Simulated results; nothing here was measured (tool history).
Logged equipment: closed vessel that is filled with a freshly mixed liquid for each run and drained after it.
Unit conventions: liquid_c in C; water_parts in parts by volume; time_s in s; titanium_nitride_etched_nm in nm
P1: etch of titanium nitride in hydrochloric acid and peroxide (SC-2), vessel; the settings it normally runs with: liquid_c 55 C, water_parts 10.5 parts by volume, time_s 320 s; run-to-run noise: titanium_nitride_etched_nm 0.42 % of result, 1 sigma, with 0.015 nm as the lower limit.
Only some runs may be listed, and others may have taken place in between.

run  hour  liquid_c  water_parts  time_s  titanium_nitride_etched_nm
  1   5.3        55         10.5     320                       6.888
  2   9.9        55            4     320                      14.442
  3  13.8      63.5          5.5     320                      19.612
  4  22.3        55         15.5     320                      4.9359
  5  29.7        55         10.5     140                      3.0303
  6  34.2        70         10.5     320                       17.45
     36.9  -- chemicals flow meter replaced
  7  39.5        55         10.5     320                      6.8574
  8  46.5        55         10.5     320                      6.9128
  9  54.6        39         10.5     320                      2.3413
     55.4  -- thermometer replaced
 10    61        55         10.5     320                      6.9138
 11  69.3        55         10.5     560                      12.216
 12  77.8        55         10.5     320                      6.9037
 13  83.9        55         10.5     320                      6.7775

Run 14 is up next; what results do you expect?
 14  91.4        55         10.5     320                           ?

For run 14 the tool returned titanium_nitride_etched_nm 6.6155 nm.

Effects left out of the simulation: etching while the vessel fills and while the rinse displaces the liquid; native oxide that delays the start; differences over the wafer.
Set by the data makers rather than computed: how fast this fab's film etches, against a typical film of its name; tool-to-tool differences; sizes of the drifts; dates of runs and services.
